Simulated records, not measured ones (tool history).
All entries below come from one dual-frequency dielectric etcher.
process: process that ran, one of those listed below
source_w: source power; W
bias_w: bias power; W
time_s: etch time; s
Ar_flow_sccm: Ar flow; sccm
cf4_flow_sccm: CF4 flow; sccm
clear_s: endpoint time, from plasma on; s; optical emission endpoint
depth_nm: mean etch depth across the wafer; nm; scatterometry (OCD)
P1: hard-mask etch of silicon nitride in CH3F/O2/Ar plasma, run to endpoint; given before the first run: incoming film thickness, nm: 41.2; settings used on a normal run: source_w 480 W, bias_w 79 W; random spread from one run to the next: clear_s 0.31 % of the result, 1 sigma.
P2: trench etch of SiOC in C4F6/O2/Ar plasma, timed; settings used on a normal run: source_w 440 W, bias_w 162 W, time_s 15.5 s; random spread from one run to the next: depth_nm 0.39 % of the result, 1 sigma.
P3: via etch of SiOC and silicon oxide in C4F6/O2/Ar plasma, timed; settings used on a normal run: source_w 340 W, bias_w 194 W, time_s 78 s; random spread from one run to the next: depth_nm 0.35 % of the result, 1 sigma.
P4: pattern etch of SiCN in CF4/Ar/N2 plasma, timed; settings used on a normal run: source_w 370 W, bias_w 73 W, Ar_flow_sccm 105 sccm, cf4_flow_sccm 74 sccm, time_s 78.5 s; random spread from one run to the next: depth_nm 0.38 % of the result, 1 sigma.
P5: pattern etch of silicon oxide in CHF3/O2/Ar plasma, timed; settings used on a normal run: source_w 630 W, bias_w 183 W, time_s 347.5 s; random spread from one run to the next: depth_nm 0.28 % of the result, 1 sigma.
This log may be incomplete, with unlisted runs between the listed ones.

| run | hour | process | source_w | bias_w | time_s | Ar_flow_sccm | cf4_flow_sccm | hours since the last wet clean | hours since the last source power generator calibration | hours since the last bias power generator calibration | clear_s | depth_nm |
|---|---|---|---|---|---|---|---|---|---|---|---|---|
| 1 | 9.2 | P1 | 480 | 79 |  |  |  | 437 | 763.6 | 1803.4 | 54.153 |  |
| 2 | 16 | P1 | 480 | 48 |  |  |  | 443.8 | 770.4 | 1810.2 | 63.307 |  |
| 3 | 23.4 | P2 | 440 | 162 | 15.5 |  |  | 451.2 | 777.8 | 1817.6 |  | 32.615 |
| 4 | 27.8 | P4 | 370 | 73 | 78.5 | 80 | 74 | 455.6 | 782.2 | 1822 |  | 58.61 |
| 5 | 36.7 | P1 | 320 | 105 |  |  |  | 464.5 | 791.1 | 1830.9 | 57.077 |  |
| 6 | 44.8 | P3 | 250 | 194 | 78 |  |  | 472.6 | 799.2 | 1839 |  | 74.225 |
| 7 | 49.2 | P4 | 240 | 73 | 78.5 | 105 | 74 | 477 | 803.6 | 1843.4 |  | 38.593 |
| 8 | 54 | P4 | 370 | 73 | 78.5 | 105 | 74 | 481.8 | 808.4 | 1848.2 |  | 56.487 |
| 9 | 59 | P5 | 630 | 183 | 347.5 |  |  | 486.8 | 813.4 | 1853.2 |  | 680.89 |
| 10 | 67 | P5 | 630 | 121 | 347.5 |  |  | 494.8 | 821.4 | 1861.2 |  | 597.62 |
| 11 | 72.1 | P1 | 480 | 79 |  |  |  | 499.9 | 826.5 | 1866.3 | 53.878 |  |
| 12 | 79.5 | P5 | 630 | 183 | 347.5 |  |  | 507.3 | 833.9 | 1873.7 |  | 679.78 |
| 13 | 83.8 | P2 | 330 | 162 | 15.5 |  |  | 511.6 | 838.2 | 1878 |  | 29.465 |
| 14 | 92.7 | P1 | 580 | 49 |  |  |  | 520.5 | 847.1 | 1886.9 | 58.887 |  |
| 15 | 100.2 | P3 | 340 | 259 | 78 |  |  | 528 | 854.6 | 1894.4 |  | 91.264 |
| 16 | 105.5 | P4 | 370 | 73 | 78.5 | 105 | 100 | 533.3 | 859.9 | 1899.7 |  | 59.068 |
|  | 108.9 | bias power generator calibrated |
| 17 | 109.6 | P1 | 480 | 110 |  |  |  | 537.4 | 864 | 0.8 | 48.097 |  |
|  | 115 | source power generator calibrated |
| 18 | 115.4 | P2 | 440 | 124 | 15.5 |  |  | 543.2 | 0.5 | 6.6 |  | 30.185 |
| 19 | 123 | P1 | 480 | 79 |  |  |  | 550.8 | 8.1 | 14.2 | 53.668 |  |
| 20 | 131.4 | P4 | 370 | 73 | 55.5 | 105 | 74 | 559.2 | 16.5 | 22.6 |  | 40.337 |
|  | 132.9 | wet clean of the chamber |
| 21 | 139.1 | P2 | 440 | 162 | 15.5 |  |  | 6.2 | 24.2 | 30.3 |  | 32.712 |
| 22 | 148.4 | P5 | 630 | 183 | 191 |  |  | 15.5 | 33.5 | 39.6 |  | 373.32 |
| 23 | 154.4 | P2 | 440 | 162 | 11 |  |  | 21.5 | 39.5 | 45.6 |  | 23.146 |
| 24 | 161 | P1 | 480 | 79 |  |  |  | 28.1 | 46.1 | 52.2 | 54.171 |  |
| 25 | 168.2 | P3 | 340 | 194 | 56.5 |  |  | 35.3 | 53.3 | 59.4 |  | 60.03 |
| 26 | 173.3 | P1 | 600 | 79 |  |  |  | 40.4 | 58.4 | 64.5 | 49.608 |  |
| 27 | 181.7 | P1 | 320 | 49 |  |  |  | 48.8 | 66.8 | 72.9 | 73.718 |  |
| 28 | 190.6 | P3 | 340 | 194 | 78 |  |  | 57.7 | 75.7 | 81.8 |  | 83.17 |
| 29 | 198.4 | P4 | 370 | 44 | 78.5 | 105 | 74 | 65.5 | 83.5 | 89.6 |  | 47.522 |
| 30 | 203.9 | P5 | 840 | 183 | 347.5 |  |  | 71 | 89 | 95.1 |  | 760.23 |
| 31 | 208.9 | P1 | 280 | 79 |  |  |  | 76 | 94 | 100.1 | 66.208 |  |
| 32 | 213 | P1 | 480 | 79 |  |  |  | 80.1 | 98.1 | 104.2 | 54.361 |  |
| 33 | 220.9 | P1 | 480 | 79 |  |  |  | 88 | 106 | 112.1 | 54.444 |  |
| 34 | 226.1 | P1 | 480 | 79 |  |  |  | 93.2 | 111.2 | 117.3 | 54.387 |  |
| 35 | 231.9 | P1 | 480 | 79 |  |  |  | 99 | 117 | 123.1 | 54.283 |  |
| 36 | 236.6 | P1 | 480 | 79 |  |  |  | 103.7 | 121.7 | 127.8 | 54.692 |  |
|  | 240.8 | wet clean of the chamber |
| 37 | 244 | P1 | 480 | 79 |  |  |  | 3.3 | 129.1 | 135.2 | 55.104 |  |
| 38 | 252 | P1 | 480 | 79 |  |  |  | 11.3 | 137.1 | 143.2 | 54.916 |  |
| 39 | 261.1 | P1 | 480 | 79 |  |  |  | 20.4 | 146.2 | 152.3 | 54.711 |  |
| 40 | 266 | P1 | 480 | 79 |  |  |  | 25.3 | 151.1 | 157.2 | 54.848 |  |
| 41 | 274.4 | P1 | 480 | 79 |  |  |  | 33.7 | 159.5 | 165.6 | 54.922 |  |

What P1 gives has crept off from where it sat before. The 2 causes that follow fit the log equally well, each at the size noted:
A: bias power that arrives under what is set, % = 4.41
B: source power that arrives under what is set, % = 4.01
Creep in the process output first set in at about hour 213.
Why every other cause is out:
chamber walls in a state that lowers the etch rate, %: serviced at hour 240.8, after the drift had started, without restoring the earlier output

4 check runs are offered, each on 2 wafers whose results are averaged, their results left as question marks. Which one tells the causes apart?
| check 1 | 282.8 | P5 | 630 | 183 | 347.5 |  |  |  |  |  |  | ? |
| check 2 | 282.8 | P3 | 340 | 194 | 78 |  |  |  |  |  |  | ? |
| check 3 | 282.8 | P2 | 440 | 162 | 15.5 |  |  |  |  |  |  | ? |
| check 4 | 282.8 | P4 | 370 | 73 | 78.5 | 105 | 74 |  |  |  |  | ? |

What every check run would give for each of its results, assuming each possible cause in turn:
| check | result | if A | if B |
|---|---|---|---|
| check 1 | depth_nm | 669.85 | 669.48 |
| check 2 | depth_nm | 81.788 | 81.716 |
| check 3 | depth_nm | 32.224 | 32.15 |
| check 4 | depth_nm | 55.736 | 54.629 |
Separation of the two closest causes in each check, using whichever result separates them best: check 1 0.06 %; check 2 0.09 %; check 3 0.23 %; check 4 2.01 %
Only check 4 tells the causes apart: in the others they would give nearly the same result.

Check 4 was then run and gave: depth_nm 54.38 nm. Which cause is it?

It was cause B: source power that arrives under what is set, %.
